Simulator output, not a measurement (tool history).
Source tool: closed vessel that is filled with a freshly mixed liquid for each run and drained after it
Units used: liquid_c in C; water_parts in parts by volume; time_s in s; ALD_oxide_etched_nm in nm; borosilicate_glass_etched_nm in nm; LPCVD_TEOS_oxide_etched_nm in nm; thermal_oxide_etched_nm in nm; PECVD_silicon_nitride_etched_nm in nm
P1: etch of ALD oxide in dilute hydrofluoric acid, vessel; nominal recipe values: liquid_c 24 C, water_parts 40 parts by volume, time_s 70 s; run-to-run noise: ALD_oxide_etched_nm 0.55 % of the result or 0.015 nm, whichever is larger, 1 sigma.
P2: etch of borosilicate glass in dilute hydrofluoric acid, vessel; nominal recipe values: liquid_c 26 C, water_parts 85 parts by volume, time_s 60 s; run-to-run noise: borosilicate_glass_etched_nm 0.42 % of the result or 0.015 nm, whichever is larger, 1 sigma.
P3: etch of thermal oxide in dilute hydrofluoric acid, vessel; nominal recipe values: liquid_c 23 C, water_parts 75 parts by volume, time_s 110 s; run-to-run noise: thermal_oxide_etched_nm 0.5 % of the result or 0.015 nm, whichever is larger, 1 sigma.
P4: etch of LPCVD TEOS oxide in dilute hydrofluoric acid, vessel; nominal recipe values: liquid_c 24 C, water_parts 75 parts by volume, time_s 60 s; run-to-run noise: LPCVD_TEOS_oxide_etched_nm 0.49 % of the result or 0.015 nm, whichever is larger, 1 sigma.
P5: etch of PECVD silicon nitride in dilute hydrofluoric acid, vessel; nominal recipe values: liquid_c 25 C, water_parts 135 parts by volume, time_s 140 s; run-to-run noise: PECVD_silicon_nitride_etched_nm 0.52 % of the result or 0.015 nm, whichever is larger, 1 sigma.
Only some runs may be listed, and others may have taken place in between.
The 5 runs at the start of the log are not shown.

run  hour  process  liquid_c  water_parts  time_s  ALD_oxide_etched_nm  borosilicate_glass_etched_nm  LPCVD_TEOS_oxide_etched_nm  thermal_oxide_etched_nm  PECVD_silicon_nitride_etched_nm
  6  31.1       P4      17.5           75      60                                                                         10.519
  7    35       P1        24           40      70               29.907
  8  41.6       P5        25          200     140                                                                                                                                   3.6478
  9  45.5       P1        24           40      70               30.095
 10    49       P1        24           20      70               61.446
 11  55.7       P5        25          135     140                                                                                                                                   5.4037
 12  61.1       P1        24           40      30               12.763
 13  66.2       P1        31           40      70               39.406
 14  73.1       P1        24           60      70               19.293
 15  76.4       P4        24           35      60                                                                         31.445
 16  80.8       P3        19           75     110                                                                                                  5.9291
 17  87.7       P1        24           40     110                46.81
 18  93.5       P1        19           40      70               24.214
 19  97.8       P4        24           75     115                                                                         26.628

Expected results for the next run?
 20  101.1       P3        23           20     110                                                                                                       ?

For run 20 the tool returned thermal_oxide_etched_nm 28.112 nm.
